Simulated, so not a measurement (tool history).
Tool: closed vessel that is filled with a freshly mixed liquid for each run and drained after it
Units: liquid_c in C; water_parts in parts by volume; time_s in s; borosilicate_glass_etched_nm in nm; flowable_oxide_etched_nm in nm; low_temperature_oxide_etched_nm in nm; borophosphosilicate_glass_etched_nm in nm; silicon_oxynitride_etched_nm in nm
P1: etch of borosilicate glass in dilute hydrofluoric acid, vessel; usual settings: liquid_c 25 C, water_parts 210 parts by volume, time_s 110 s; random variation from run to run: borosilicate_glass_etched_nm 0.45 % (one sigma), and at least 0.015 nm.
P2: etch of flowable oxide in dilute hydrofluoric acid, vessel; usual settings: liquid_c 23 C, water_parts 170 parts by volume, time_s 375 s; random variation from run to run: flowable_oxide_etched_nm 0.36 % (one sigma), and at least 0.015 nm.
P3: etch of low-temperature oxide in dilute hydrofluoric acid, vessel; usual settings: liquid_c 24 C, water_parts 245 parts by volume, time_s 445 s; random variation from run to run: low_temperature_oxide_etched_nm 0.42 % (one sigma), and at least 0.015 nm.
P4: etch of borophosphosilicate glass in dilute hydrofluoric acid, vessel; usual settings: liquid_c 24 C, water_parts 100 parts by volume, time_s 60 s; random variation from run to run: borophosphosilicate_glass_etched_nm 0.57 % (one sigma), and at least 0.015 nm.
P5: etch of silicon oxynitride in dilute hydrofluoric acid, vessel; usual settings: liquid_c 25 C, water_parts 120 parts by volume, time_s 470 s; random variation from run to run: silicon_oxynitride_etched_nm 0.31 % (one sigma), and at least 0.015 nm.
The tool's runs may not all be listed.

| run | hour | process | liquid_c | water_parts | time_s | hours since the thermometer was replaced | hours since the hydrofluoric acid flow meter was replaced | borosilicate_glass_etched_nm | flowable_oxide_etched_nm | low_temperature_oxide_etched_nm | borophosphosilicate_glass_etched_nm | silicon_oxynitride_etched_nm |
|---|---|---|---|---|---|---|---|---|---|---|---|---|
| 1 | 6.1 | P1 | 25 | 210 | 110 | 758.4 | 1218.9 | 13.345 |  |  |  |  |
| 2 | 11.7 | P2 | 31 | 170 | 375 | 764 | 1224.5 |  | 80.528 |  |  |  |
| 3 | 17.2 | P3 | 24 | 245 | 445 | 769.5 | 1230 |  |  | 28.073 |  |  |
| 4 | 23.3 | P1 | 25 | 45 | 110 | 775.6 | 1236.1 | 75.475 |  |  |  |  |
| 5 | 27.7 | P3 | 24 | 245 | 800 | 780 | 1240.5 |  |  | 50.39 |  |  |
| 6 | 34.8 | P4 | 17.5 | 100 | 60 | 787.1 | 1247.6 |  |  |  | 33.677 |  |
| 7 | 40.5 | P1 | 30 | 210 | 110 | 792.8 | 1253.3 | 15.814 |  |  |  |  |
| 8 | 45.5 | P2 | 23 | 105 | 375 | 797.8 | 1258.3 |  | 104.26 |  |  |  |
| 9 | 50.5 | P3 | 24 | 125 | 445 | 802.8 | 1263.3 |  |  | 62.682 |  |  |
| 10 | 56 | P5 | 31.5 | 120 | 470 | 808.3 | 1268.8 |  |  |  |  | 16.214 |
| 11 | 62.2 | P1 | 25 | 210 | 190 | 814.5 | 1275 | 22.935 |  |  |  |  |
| 12 | 65.8 | P3 | 24 | 245 | 445 | 818.1 | 1278.6 |  |  | 28.195 |  |  |
| 13 | 72.8 | P1 | 25 | 210 | 110 | 825.1 | 1285.6 | 13.148 |  |  |  |  |
| 14 | 79.1 | P1 | 25 | 210 | 110 | 831.4 | 1291.9 | 13.228 |  |  |  |  |
| 15 | 85.7 | P3 | 29 | 245 | 445 | 838 | 1298.5 |  |  | 33.517 |  |  |
| 16 | 91 | P5 | 25 | 120 | 755 | 843.3 | 1303.8 |  |  |  |  | 19.45 |
| 17 | 97.6 | P2 | 23 | 170 | 375 | 849.9 | 1310.4 |  | 59.852 |  |  |  |
| 18 | 104.6 | P1 | 25 | 210 | 110 | 856.9 | 1317.4 | 13.167 |  |  |  |  |
| 19 | 108.1 | P1 | 17.5 | 210 | 110 | 860.4 | 1320.9 | 10.029 |  |  |  |  |
| 20 | 111.6 | P1 | 25 | 210 | 50 | 863.9 | 1324.4 | 6.0223 |  |  |  |  |
| 21 | 118 | P4 | 24 | 100 | 60 | 870.3 | 1330.8 |  |  |  | 43.77 |  |
| 22 | 122 | P1 | 32.5 | 210 | 50 | 874.3 | 1334.8 | 7.8405 |  |  |  |  |
| 23 | 128.6 | P1 | 25 | 210 | 110 | 880.9 | 1341.4 | 13.269 |  |  |  |  |
| 24 | 132.7 | P4 | 24 | 100 | 30 | 885 | 1345.5 |  |  |  | 21.819 |  |
| 25 | 139.2 | P4 | 24 | 180 | 60 | 891.5 | 1352 |  |  |  | 22.295 |  |
| 26 | 145.4 | P1 | 25 | 340 | 110 | 897.7 | 1358.2 | 7.2027 |  |  |  |  |
| 27 | 152 | P5 | 25 | 120 | 470 | 904.3 | 1364.8 |  |  |  |  | 12.071 |
| 28 | 158 | P1 | 32.5 | 360 | 110 | 910.3 | 1370.8 | 8.3399 |  |  |  |  |
| 29 | 164.4 | P5 | 25 | 25 | 470 | 916.7 | 1377.2 |  |  |  |  | 62.759 |
| 30 | 167.9 | P2 | 23 | 170 | 630 | 920.2 | 1380.7 |  | 101.17 |  |  |  |
| 31 | 171.4 | P1 | 31.5 | 75 | 110 | 923.7 | 1384.2 | 55.905 |  |  |  |  |
| 32 | 176.5 | P1 | 25 | 210 | 110 | 928.8 | 1389.3 | 13.383 |  |  |  |  |
| 33 | 182.9 | P1 | 25 | 210 | 110 | 935.2 | 1395.7 | 13.804 |  |  |  |  |
| 34 | 187 | P1 | 25 | 210 | 110 | 939.3 | 1399.8 | 13.932 |  |  |  |  |
| 35 | 191.7 | P1 | 25 | 210 | 110 | 944 | 1404.5 | 14.148 |  |  |  |  |
| 36 | 196.3 | P1 | 25 | 210 | 110 | 948.6 | 1409.1 | 14.113 |  |  |  |  |
| 37 | 202.8 | P1 | 25 | 210 | 110 | 955.1 | 1415.6 | 14.346 |  |  |  |  |
| 38 | 207.3 | P1 | 25 | 210 | 110 | 959.6 | 1420.1 | 14.277 |  |  |  |  |
| 39 | 211.2 | P1 | 25 | 210 | 110 | 963.5 | 1424 | 14.218 |  |  |  |  |
| 40 | 215.5 | P1 | 25 | 210 | 110 | 967.8 | 1428.3 | 14.337 |  |  |  |  |

What P1 gives has crept away from where it was. These 2 causes fit the log equally well, each at the size given:
A: liquid hotter than its thermometer reads (K) = 2.11
B: hydrofluoric acid flow above the setpoint (%) = 6.38
The creep began at about hour 176.5.

4 check runs are offered, one wafer each, their results left as question marks. Which one tells the causes apart?
| check 1 | 219.8 | P4 | 24 | 175 | 60 |  |  |  |  |  | ? |  |
| check 2 | 219.8 | P5 | 25 | 40 | 470 |  |  |  |  |  |  | ? |
| check 3 | 219.8 | P3 | 29 | 245 | 445 |  |  |  |  | ? |  |  |
| check 4 | 219.8 | P2 | 30.5 | 170 | 375 |  |  |  | ? |  |  |  |

What each check would give under each cause:
| check | result | if A | if B |
|---|---|---|---|
| check 1 | borophosphosilicate_glass_etched_nm | 24.847 | 24.727 |
| check 2 | silicon_oxynitride_etched_nm | 43.1 | 41.481 |
| check 3 | low_temperature_oxide_etched_nm | 35.825 | 36.12 |
| check 4 | flowable_oxide_etched_nm | 84.861 | 85.007 |
How far apart the two closest causes lie, in the result that separates them most: check 1 0.48 %; check 2 3.83 %; check 3 0.82 %; check 4 0.17 %
Only check 2 tells the causes apart: in the others they would give nearly the same result.

Check 2 was then run and gave: silicon_oxynitride_etched_nm 43.106 nm. Which cause is it?

It is A: liquid hotter than its thermometer reads (K).
